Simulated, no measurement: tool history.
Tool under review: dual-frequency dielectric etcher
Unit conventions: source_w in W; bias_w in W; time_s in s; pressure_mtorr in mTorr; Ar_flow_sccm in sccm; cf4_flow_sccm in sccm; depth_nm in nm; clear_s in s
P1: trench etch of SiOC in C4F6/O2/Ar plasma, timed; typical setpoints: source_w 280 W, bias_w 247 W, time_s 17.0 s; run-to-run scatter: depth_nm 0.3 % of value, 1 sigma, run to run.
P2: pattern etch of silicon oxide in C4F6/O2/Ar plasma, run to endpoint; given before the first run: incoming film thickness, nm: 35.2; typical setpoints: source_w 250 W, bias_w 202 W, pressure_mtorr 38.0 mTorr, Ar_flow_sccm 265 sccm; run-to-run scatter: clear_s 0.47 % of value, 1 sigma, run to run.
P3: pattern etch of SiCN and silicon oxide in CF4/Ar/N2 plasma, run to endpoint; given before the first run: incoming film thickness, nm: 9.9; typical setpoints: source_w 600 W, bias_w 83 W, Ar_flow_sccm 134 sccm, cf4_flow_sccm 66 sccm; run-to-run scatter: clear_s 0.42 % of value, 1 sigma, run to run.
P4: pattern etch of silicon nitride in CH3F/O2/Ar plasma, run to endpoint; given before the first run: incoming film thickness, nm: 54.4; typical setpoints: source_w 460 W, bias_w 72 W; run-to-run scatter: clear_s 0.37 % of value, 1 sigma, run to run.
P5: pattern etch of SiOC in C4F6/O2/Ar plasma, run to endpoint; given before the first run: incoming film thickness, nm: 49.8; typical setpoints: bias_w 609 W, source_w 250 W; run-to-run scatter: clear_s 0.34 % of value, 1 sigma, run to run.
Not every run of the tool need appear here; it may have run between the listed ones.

| run | hour | process | source_w | bias_w | time_s | pressure_mtorr | Ar_flow_sccm | cf4_flow_sccm | hours since the last wet clean | hours since the last source power generator calibration | hours since the last bias power generator calibration | depth_nm | clear_s |
|---|---|---|---|---|---|---|---|---|---|---|---|---|---|
| 1 | 11.6 | P1 | 280 | 247 | 17.0 |  |  |  | 341.6 | 1130.8 | 2194.6 | 34.513 |  |
| 2 | 25.8 | P2 | 250 | 202 |  | 38.0 | 265 |  | 355.8 | 1145.0 | 2208.8 |  | 13.3970 |
| 3 | 37.1 | P1 | 220 | 247 | 17.0 |  |  |  | 367.1 | 1156.3 | 2220.1 | 31.449 |  |
| 4 | 51.6 | P1 | 280 | 335 | 12.0 |  |  |  | 381.6 | 1170.8 | 2234.6 | 27.030 |  |
| 5 | 67.8 | P2 | 250 | 202 |  | 38.0 | 155 |  | 397.8 | 1187.0 | 2250.8 |  | 12.7110 |
| 6 | 78.3 | P3 | 600 | 83 |  |  | 77 | 66 | 408.3 | 1197.5 | 2261.3 |  | 8.2212 |
| 7 | 94.3 | P2 | 250 | 272 |  | 38.0 | 265 |  | 424.3 | 1213.5 | 2277.3 |  | 12.0780 |
| 8 | 107.5 | P3 | 600 | 68 |  |  | 134 | 66 | 437.5 | 1226.7 | 2290.5 |  | 9.6147 |
| 9 | 118.5 | P5 | 250 | 609 |  |  |  |  | 448.5 | 1237.7 | 2301.5 |  | 18.6370 |
| 10 | 133.2 | P3 | 600 | 83 |  |  | 134 | 66 | 463.2 | 1252.4 | 2316.2 |  | 8.9807 |
| 11 | 141.6 | P4 | 330 | 72 |  |  |  |  | 471.6 | 1260.8 | 2324.6 |  | 85.8950 |
| 12 | 157.2 | P1 | 280 | 247 | 17.0 |  |  |  | 487.2 | 1276.4 | 2340.2 | 34.319 |  |
| 13 | 167.8 | P1 | 280 | 175 | 17.0 |  |  |  | 497.8 | 1287.0 | 2350.8 | 30.692 |  |
| 14 | 177.1 | P3 | 420 | 83 |  |  | 134 | 66 | 507.1 | 1296.3 | 2360.1 |  | 12.3130 |
| 15 | 190.7 | P5 | 160 | 609 |  |  |  |  | 520.7 | 1309.9 | 2373.7 |  | 21.8620 |
| 16 | 201.7 | P3 | 600 | 83 |  |  | 134 | 48 | 531.7 | 1320.9 | 2384.7 |  | 9.4747 |
| 17 | 210.9 | P1 | 400 | 247 | 17.0 |  |  |  | 540.9 | 1330.1 | 2393.9 | 39.654 |  |
| 18 | 221.9 | P1 | 280 | 247 | 17.0 |  |  |  | 551.9 | 1341.1 | 2404.9 | 34.431 |  |
| 19 | 232.2 | P2 | 340 | 202 |  | 38.0 | 265 |  | 562.2 | 1351.4 | 2415.2 |  | 11.8710 |
| 20 | 239.3 | P1 | 370 | 247 | 23.0 |  |  |  | 569.3 | 1358.5 | 2422.3 | 51.789 |  |
| 21 | 251.0 | P1 | 280 | 247 | 17.0 |  |  |  | 581.0 | 1370.2 | 2434.0 | 34.470 |  |
| 22 | 264.0 | P1 | 280 | 247 | 17.0 |  |  |  | 594.0 | 1383.2 | 2447.0 | 34.589 |  |
| 23 | 275.5 | P2 | 250 | 202 |  | 38.0 | 265 |  | 605.5 | 1394.7 | 2458.5 |  | 13.4690 |
| 24 | 291.5 | P5 | 250 | 785 |  |  |  |  | 621.5 | 1410.7 | 2474.5 |  | 16.8230 |
| 25 | 306.8 | P1 | 280 | 247 | 13.5 |  |  |  | 636.8 | 1426.0 | 2489.8 | 27.376 |  |
| 26 | 320.8 | P4 | 460 | 72 |  |  |  |  | 650.8 | 1440.0 | 2503.8 |  | 74.9520 |
| 27 | 332.1 | P4 | 460 | 56 |  |  |  |  | 662.1 | 1451.3 | 2515.1 |  | 82.0340 |
|  | 346.0 | wet clean of the chamber |
| 28 | 348.3 | P1 | 280 | 247 | 17.0 |  |  |  | 2.4 | 1467.5 | 2531.3 | 34.497 |  |
| 29 | 357.4 | P1 | 280 | 326 | 17.0 |  |  |  | 11.5 | 1476.6 | 2540.4 | 37.838 |  |
| 30 | 364.9 | P1 | 280 | 247 | 21.0 |  |  |  | 19.0 | 1484.1 | 2547.9 | 42.271 |  |
| 31 | 378.7 | P2 | 250 | 202 |  | 47.5 | 265 |  | 32.8 | 1497.9 | 2561.7 |  | 13.7000 |
| 32 | 387.5 | P1 | 280 | 247 | 17.0 |  |  |  | 41.6 | 1506.7 | 2570.5 | 34.384 |  |
| 33 | 399.4 | P1 | 280 | 247 | 17.0 |  |  |  | 53.5 | 1518.6 | 2582.4 | 34.535 |  |
| 34 | 413.3 | P1 | 280 | 247 | 17.0 |  |  |  | 67.4 | 1532.5 | 2596.3 | 34.740 |  |
| 35 | 420.6 | P1 | 280 | 247 | 17.0 |  |  |  | 74.7 | 1539.8 | 2603.6 | 34.612 |  |
| 36 | 429.0 | P1 | 280 | 247 | 17.0 |  |  |  | 83.1 | 1548.2 | 2612.0 | 34.748 |  |
| 37 | 445.4 | P1 | 280 | 247 | 17.0 |  |  |  | 99.5 | 1564.6 | 2628.4 | 34.801 |  |
| 38 | 458.1 | P1 | 280 | 247 | 17.0 |  |  |  | 112.2 | 1577.3 | 2641.1 | 35.046 |  |
|  | 459.0 | wet clean of the chamber |
| 39 | 468.9 | P1 | 280 | 247 | 17.0 |  |  |  | 10.0 | 1588.1 | 2651.9 | 34.877 |  |
| 40 | 476.7 | P1 | 280 | 247 | 17.0 |  |  |  | 17.8 | 1595.9 | 2659.7 | 34.874 |  |
| 41 | 488.2 | P1 | 280 | 247 | 17.0 |  |  |  | 29.3 | 1607.4 | 2671.2 | 35.003 |  |

The log shows P1 creeping away from where it was. Any of the 2 causes listed here, at the size stated for it, fits the log just as well as the others:
A: source power that arrives over what is set, % = 4.07
B: bias power that arrives over what is set, % = 4.46
The process output started creeping at around hour 387.5.
Ruled out, with reasons:
chamber walls in a state that raises the etch rate, %: was serviced at hour 459.0, once the creep was under way, yet the earlier output never came back

The list below offers 4 check runs, each averaging the results of 3 wafers, and shows each result as a question mark. For which of them would the listed causes give clearly different results?
| check 1 | 499.7 | P2 | 340 | 202 |  | 38.0 | 265 |  |  |  |  |  | ? |
| check 2 | 499.7 | P5 | 210 | 738 |  |  |  |  |  |  |  |  | ? |
| check 3 | 499.7 | P4 | 460 | 56 |  |  |  |  |  |  |  |  | ? |
| check 4 | 499.7 | P3 | 600 | 83 |  |  | 80 | 66 |  |  |  |  | ? |

Outcome of each check run for each possible cause:
| check | result | if A | if B |
|---|---|---|---|
| check 1 | clear_s | 11.7160 | 11.7280 |
| check 2 | clear_s | 18.1420 | 18.0820 |
| check 3 | clear_s | 80.4300 | 80.5490 |
| check 4 | clear_s | 8.0124 | 8.1800 |
How far apart the two closest causes lie, in the result that separates them most: check 1 0.1 %; check 2 0.33 %; check 3 0.15 %; check 4 2.07 %
Of the check runs offered, only check 4 discriminates between the causes; the rest would read about the same regardless of which cause applies.

Here is what check 4 returned: clear_s 8.1817 s. Which cause is it?

Of the candidate causes, it is B: bias power that arrives over what is set, %.
